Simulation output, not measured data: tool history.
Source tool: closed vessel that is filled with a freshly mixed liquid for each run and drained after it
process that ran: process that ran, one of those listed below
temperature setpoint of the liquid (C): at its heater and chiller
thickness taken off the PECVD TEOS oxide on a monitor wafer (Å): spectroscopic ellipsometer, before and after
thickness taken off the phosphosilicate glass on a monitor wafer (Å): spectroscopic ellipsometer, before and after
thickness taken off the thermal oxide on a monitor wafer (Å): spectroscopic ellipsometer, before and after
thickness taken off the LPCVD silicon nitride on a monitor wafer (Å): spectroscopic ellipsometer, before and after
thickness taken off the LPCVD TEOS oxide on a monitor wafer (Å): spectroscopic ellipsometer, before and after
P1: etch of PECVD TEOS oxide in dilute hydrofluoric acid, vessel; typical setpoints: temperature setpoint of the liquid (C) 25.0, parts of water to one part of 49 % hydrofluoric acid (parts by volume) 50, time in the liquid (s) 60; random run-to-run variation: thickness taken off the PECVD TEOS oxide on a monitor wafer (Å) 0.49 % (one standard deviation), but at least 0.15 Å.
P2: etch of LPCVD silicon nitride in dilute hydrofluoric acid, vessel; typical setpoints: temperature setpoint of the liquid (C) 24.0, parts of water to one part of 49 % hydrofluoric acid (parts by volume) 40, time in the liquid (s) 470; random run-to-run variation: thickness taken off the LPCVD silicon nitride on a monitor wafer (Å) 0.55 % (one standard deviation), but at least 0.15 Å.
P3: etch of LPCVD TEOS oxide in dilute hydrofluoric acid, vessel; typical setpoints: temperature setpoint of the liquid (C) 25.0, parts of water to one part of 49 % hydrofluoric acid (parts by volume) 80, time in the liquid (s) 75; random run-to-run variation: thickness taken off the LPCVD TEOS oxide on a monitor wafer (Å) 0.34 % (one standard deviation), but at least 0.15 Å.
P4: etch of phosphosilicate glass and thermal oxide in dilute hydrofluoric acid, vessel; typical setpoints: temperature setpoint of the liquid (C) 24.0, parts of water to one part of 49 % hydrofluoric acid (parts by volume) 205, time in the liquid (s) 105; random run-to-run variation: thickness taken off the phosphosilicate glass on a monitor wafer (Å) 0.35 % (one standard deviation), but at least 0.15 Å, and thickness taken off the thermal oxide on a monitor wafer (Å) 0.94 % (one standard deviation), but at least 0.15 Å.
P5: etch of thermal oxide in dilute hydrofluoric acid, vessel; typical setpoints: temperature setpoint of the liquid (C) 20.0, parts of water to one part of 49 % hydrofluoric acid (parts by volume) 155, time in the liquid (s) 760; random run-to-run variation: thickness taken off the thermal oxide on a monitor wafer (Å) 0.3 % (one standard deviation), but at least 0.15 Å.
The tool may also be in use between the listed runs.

run,day,process that ran,temperature setpoint of the liquid (C),parts of water to one part of 49 % hydrofluoric acid (parts by volume),time in the liquid (s),hours since the thermometer was replaced,hours since the hydrofluoric acid flow meter was replaced,thickness taken off the PECVD TEOS oxide on a monitor wafer (Å),thickness taken off the phosphosilicate glass on a monitor wafer (Å),thickness taken off the thermal oxide on a monitor wafer (Å),thickness taken off the LPCVD silicon nitride on a monitor wafer (Å),thickness taken off the LPCVD TEOS oxide on a monitor wafer (Å)
1,0.371,P1,25.0,50,60,938.7,629.0,206.210,,,,
2,0.588,P4,24.0,60,105,943.9,634.2,,1469.80,87.6680,,
3,0.962,P1,25.0,50,60,952.9,643.2,207.620,,,,
4,1.312,P1,21.5,50,30,961.3,651.6,90.362,,,,
5,1.650,P5,20.0,155,760,969.4,659.7,,,186.9100,,
6,1.842,P1,25.0,50,60,974.0,664.3,206.780,,,,
7,2.171,P1,25.0,20,60,981.9,672.2,535.360,,,,
8,2.600,P2,24.0,40,470,992.2,682.5,,,,64.325,
9,2.979,P1,25.0,85,60,1001.3,691.6,116.590,,,,
10,3.358,P1,25.0,50,115,1010.4,700.7,398.020,,,,
11,3.671,P1,25.0,50,30,1017.9,708.2,103.620,,,,
12,3.983,P4,24.0,205,30,1025.4,715.7,,103.47,6.0144,,
13,4.233,P1,29.5,50,60,1031.4,721.7,251.110,,,,
14,4.554,P2,17.0,40,470,1039.1,729.4,,,,39.781,
15,4.883,P2,24.0,55,470,1047.0,737.3,,,,47.527,
# day 5.054: hydrofluoric acid flow meter replaced
16,5.300,P1,25.0,50,60,1057.0,5.9,209.030,,,,
17,5.600,P4,20.0,205,105,1064.2,13.1,,311.89,18.8020,,
18,6.029,P2,24.0,40,920,1074.5,23.4,,,,125.820,
19,6.254,P3,25.0,80,30,1079.9,28.8,,,,,122.59
20,6.558,P2,24.0,40,470,1087.2,36.1,,,,64.007,
21,6.888,P1,25.0,85,30,1095.1,44.0,58.296,,,,
22,7.196,P4,24.0,205,105,1102.5,51.4,,359.73,21.4580,,
23,7.596,P5,20.0,35,760,1112.1,61.0,,,945.1400,,
24,7.821,P5,17.0,155,760,1117.5,66.4,,,164.9700,,
25,8.054,P3,25.0,80,75,1123.1,72.0,,,,,306.91

For run 26, what comes out?
26,8.300,P5,20.0,155,1480,1129.0,77.9,,,?,,

Run 26 produced thickness taken off the thermal oxide on a monitor wafer (Å) 364.5400.

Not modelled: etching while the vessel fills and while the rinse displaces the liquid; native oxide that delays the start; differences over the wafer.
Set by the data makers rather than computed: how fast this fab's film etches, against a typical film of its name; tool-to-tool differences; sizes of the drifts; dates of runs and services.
